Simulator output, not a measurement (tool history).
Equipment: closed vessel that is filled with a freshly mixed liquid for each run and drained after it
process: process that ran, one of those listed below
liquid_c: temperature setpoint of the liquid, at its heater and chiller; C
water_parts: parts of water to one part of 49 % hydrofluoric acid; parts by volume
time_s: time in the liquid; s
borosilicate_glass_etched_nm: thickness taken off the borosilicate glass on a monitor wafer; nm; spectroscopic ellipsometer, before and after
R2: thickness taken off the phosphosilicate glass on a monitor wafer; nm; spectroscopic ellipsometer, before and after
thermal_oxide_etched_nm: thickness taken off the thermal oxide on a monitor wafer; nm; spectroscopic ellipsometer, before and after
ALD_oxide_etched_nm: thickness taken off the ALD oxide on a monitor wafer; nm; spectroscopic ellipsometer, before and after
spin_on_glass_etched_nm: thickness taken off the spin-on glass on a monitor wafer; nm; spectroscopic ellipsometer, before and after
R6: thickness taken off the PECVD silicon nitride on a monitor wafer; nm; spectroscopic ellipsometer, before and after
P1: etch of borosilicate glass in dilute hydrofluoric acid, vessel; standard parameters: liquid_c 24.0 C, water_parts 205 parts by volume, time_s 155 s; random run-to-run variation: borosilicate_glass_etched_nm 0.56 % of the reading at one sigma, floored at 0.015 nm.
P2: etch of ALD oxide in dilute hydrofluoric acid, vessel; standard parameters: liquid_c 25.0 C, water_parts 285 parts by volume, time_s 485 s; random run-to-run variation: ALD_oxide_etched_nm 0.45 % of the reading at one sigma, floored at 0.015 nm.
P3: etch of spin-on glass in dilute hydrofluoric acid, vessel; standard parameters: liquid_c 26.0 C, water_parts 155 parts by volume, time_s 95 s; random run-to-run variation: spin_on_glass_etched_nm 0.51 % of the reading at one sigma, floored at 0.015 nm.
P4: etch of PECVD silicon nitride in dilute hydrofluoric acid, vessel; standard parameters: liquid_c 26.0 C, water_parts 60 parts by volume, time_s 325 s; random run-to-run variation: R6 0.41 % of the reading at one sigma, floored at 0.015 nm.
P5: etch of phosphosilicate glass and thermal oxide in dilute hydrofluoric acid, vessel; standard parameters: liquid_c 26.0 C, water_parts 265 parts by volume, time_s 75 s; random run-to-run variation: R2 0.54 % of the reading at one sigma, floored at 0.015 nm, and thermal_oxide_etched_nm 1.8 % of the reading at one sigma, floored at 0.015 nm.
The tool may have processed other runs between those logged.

run 1 hour=3.3 | process=P1 liquid_c=24.0 water_parts=205 time_s=155 | borosilicate_glass_etched_nm=27.6980
run 2 hour=7.5 | process=P1 liquid_c=24.0 water_parts=205 time_s=230 | borosilicate_glass_etched_nm=40.7390
run 3 hour=13.6 | process=P5 liquid_c=26.0 water_parts=470 time_s=75 | R2=16.474 thermal_oxide_etched_nm=0.55158
run 4 hour=17.5 | process=P2 liquid_c=25.0 water_parts=285 time_s=485 | ALD_oxide_etched_nm=16.052
run 5 hour=23.6 | process=P2 liquid_c=25.0 water_parts=75 time_s=485 | ALD_oxide_etched_nm=78.268
run 6 hour=29.8 | process=P1 liquid_c=24.0 water_parts=205 time_s=155 | borosilicate_glass_etched_nm=27.8330
run 7 hour=35.7 | process=P5 liquid_c=26.0 water_parts=265 time_s=30 | R2=14.052 thermal_oxide_etched_nm=0.43061
run 8 hour=41.8 | process=P3 liquid_c=26.0 water_parts=155 time_s=95 | spin_on_glass_etched_nm=38.704
run 9 hour=47.8 | process=P4 liquid_c=26.0 water_parts=25 time_s=325 | R6=25.1180
run 10 hour=53.5 | process=P3 liquid_c=19.0 water_parts=155 time_s=95 | spin_on_glass_etched_nm=29.567
run 11 hour=60.0 | process=P3 liquid_c=26.0 water_parts=155 time_s=170 | spin_on_glass_etched_nm=69.616
run 12 hour=63.3 | process=P2 liquid_c=25.0 water_parts=285 time_s=485 | ALD_oxide_etched_nm=16.052
run 13 hour=67.7 | process=P4 liquid_c=18.5 water_parts=60 time_s=325 | R6=6.5103
run 14 hour=74.4 | process=P1 liquid_c=24.0 water_parts=205 time_s=155 | borosilicate_glass_etched_nm=28.0670
run 15 hour=79.9 | process=P5 liquid_c=22.0 water_parts=265 time_s=75 | R2=30.793 thermal_oxide_etched_nm=1.02580
run 16 hour=86.4 | process=P1 liquid_c=30.0 water_parts=205 time_s=155 | borosilicate_glass_etched_nm=34.5170
run 17 hour=92.0 | process=P3 liquid_c=26.0 water_parts=45 time_s=95 | spin_on_glass_etched_nm=155.320
run 18 hour=97.7 | process=P1 liquid_c=24.0 water_parts=205 time_s=155 | borosilicate_glass_etched_nm=27.7160
run 19 hour=101.5 | process=P2 liquid_c=17.0 water_parts=285 time_s=485 | ALD_oxide_etched_nm=12.120
run 20 hour=104.9 | process=P1 liquid_c=17.0 water_parts=205 time_s=155 | borosilicate_glass_etched_nm=21.1750
run 21 hour=110.4 | process=P1 liquid_c=24.0 water_parts=205 time_s=155 | borosilicate_glass_etched_nm=27.8850
run 22 hour=115.2 | process=P2 liquid_c=25.0 water_parts=285 time_s=950 | ALD_oxide_etched_nm=31.377
run 23 hour=118.9 | process=P1 liquid_c=24.0 water_parts=205 time_s=155 | borosilicate_glass_etched_nm=27.6410
run 24 hour=122.1 | process=P4 liquid_c=26.0 water_parts=60 time_s=30 | R6=1.0067
run 25 hour=126.0 | process=P1 liquid_c=31.5 water_parts=205 time_s=275 | borosilicate_glass_etched_nm=63.6820
run 26 hour=132.7 | process=P4 liquid_c=26.0 water_parts=60 time_s=325 | R6=10.7930
run 27 hour=138.6 | process=P4 liquid_c=26.0 water_parts=60 time_s=325 | R6=10.7800
run 28 hour=143.9 | process=P5 liquid_c=26.0 water_parts=265 time_s=75 | R2=35.425 thermal_oxide_etched_nm=1.16180
run 29 hour=147.0 | process=P1 liquid_c=24.0 water_parts=310 time_s=155 | borosilicate_glass_etched_nm=16.6760
run 30 hour=151.8 | process=P1 liquid_c=24.0 water_parts=205 time_s=30 | borosilicate_glass_etched_nm=5.2952
run 31 hour=156.3 | process=P5 liquid_c=26.0 water_parts=265 time_s=75 | R2=35.307 thermal_oxide_etched_nm=1.11970
run 32 hour=159.8 | process=P3 liquid_c=26.0 water_parts=155 time_s=95 | spin_on_glass_etched_nm=38.972
run 33 hour=166.2 | process=P1 liquid_c=24.0 water_parts=75 time_s=155 | borosilicate_glass_etched_nm=88.1600
run 34 hour=169.9 | process=P1 liquid_c=24.0 water_parts=205 time_s=155 | borosilicate_glass_etched_nm=28.1740
run 35 hour=174.2 | process=P1 liquid_c=24.0 water_parts=205 time_s=155 | borosilicate_glass_etched_nm=27.2770
run 36 hour=180.0 | process=P1 liquid_c=24.0 water_parts=205 time_s=155 | borosilicate_glass_etched_nm=26.9460
run 37 hour=184.2 | process=P1 liquid_c=24.0 water_parts=205 time_s=155 | borosilicate_glass_etched_nm=26.5960
run 38 hour=189.7 | process=P1 liquid_c=24.0 water_parts=205 time_s=155 | borosilicate_glass_etched_nm=26.2250
run 39 hour=193.2 | process=P1 liquid_c=24.0 water_parts=205 time_s=155 | borosilicate_glass_etched_nm=26.0050
run 40 hour=196.5 | process=P1 liquid_c=24.0 water_parts=205 time_s=155 | borosilicate_glass_etched_nm=26.1680
run 41 hour=199.9 | process=P1 liquid_c=24.0 water_parts=205 time_s=155 | borosilicate_glass_etched_nm=26.1760
run 42 hour=204.3 | process=P1 liquid_c=24.0 water_parts=205 time_s=155 | borosilicate_glass_etched_nm=25.8540
run 43 hour=208.2 | process=P1 liquid_c=24.0 water_parts=205 time_s=155 | borosilicate_glass_etched_nm=25.8730
run 44 hour=214.0 | process=P1 liquid_c=24.0 water_parts=205 time_s=155 | borosilicate_glass_etched_nm=26.0760

The log shows P1 creeping away from where it was. Any of the 2 causes listed here, at the size stated for it, fits the log just as well as the others:
A: hydrofluoric acid flow below the setpoint (%) = 5.05
B: liquid colder than its thermometer reads (K) = 1.71
Creep in the process output first set in at about hour 169.9.

Question marks stand in for the results of the 4 check runs listed below, each run on one wafer. Under which run would the listed causes show clearly different results?
run check 1 hour=219.8 | process=P5 liquid_c=22.5 water_parts=265 time_s=75 | R2=? thermal_oxide_etched_nm=?
run check 2 hour=219.8 | process=P3 liquid_c=19.0 water_parts=155 time_s=145 | spin_on_glass_etched_nm=?
run check 3 hour=219.8 | process=P2 liquid_c=25.0 water_parts=100 time_s=835 | ALD_oxide_etched_nm=?
run check 4 hour=219.8 | process=P4 liquid_c=26.0 water_parts=40 time_s=325 | R6=?

If the cause were each of the candidates in turn, the checks would give the following:
check=check_1 result=R2 if_A=29.353 if_B=29.442
check=check_1 result=thermal_oxide_etched_nm if_A=0.96636 if_B=0.96929
check=check_2 result=spin_on_glass_etched_nm if_A=42.666 if_B=42.282
check=check_3 result=ALD_oxide_etched_nm if_A=91.951 if_B=91.112
check=check_4 result=R6 if_A=15.2970 if_B=14.3460
Per check, the gap between the least separated pair of causes, taken in the result that splits them most: check 1 0.3 %; check 2 0.9 %; check 3 0.92 %; check 4 6.42 %
Check 4 is the one run that separates the causes; every other check would come out nearly the same whichever cause is at work.

Check 4 has now been run. It gave: R6 14.3960 nm. Which of the candidate causes is it?

It was cause B: liquid colder than its thermometer reads (K).
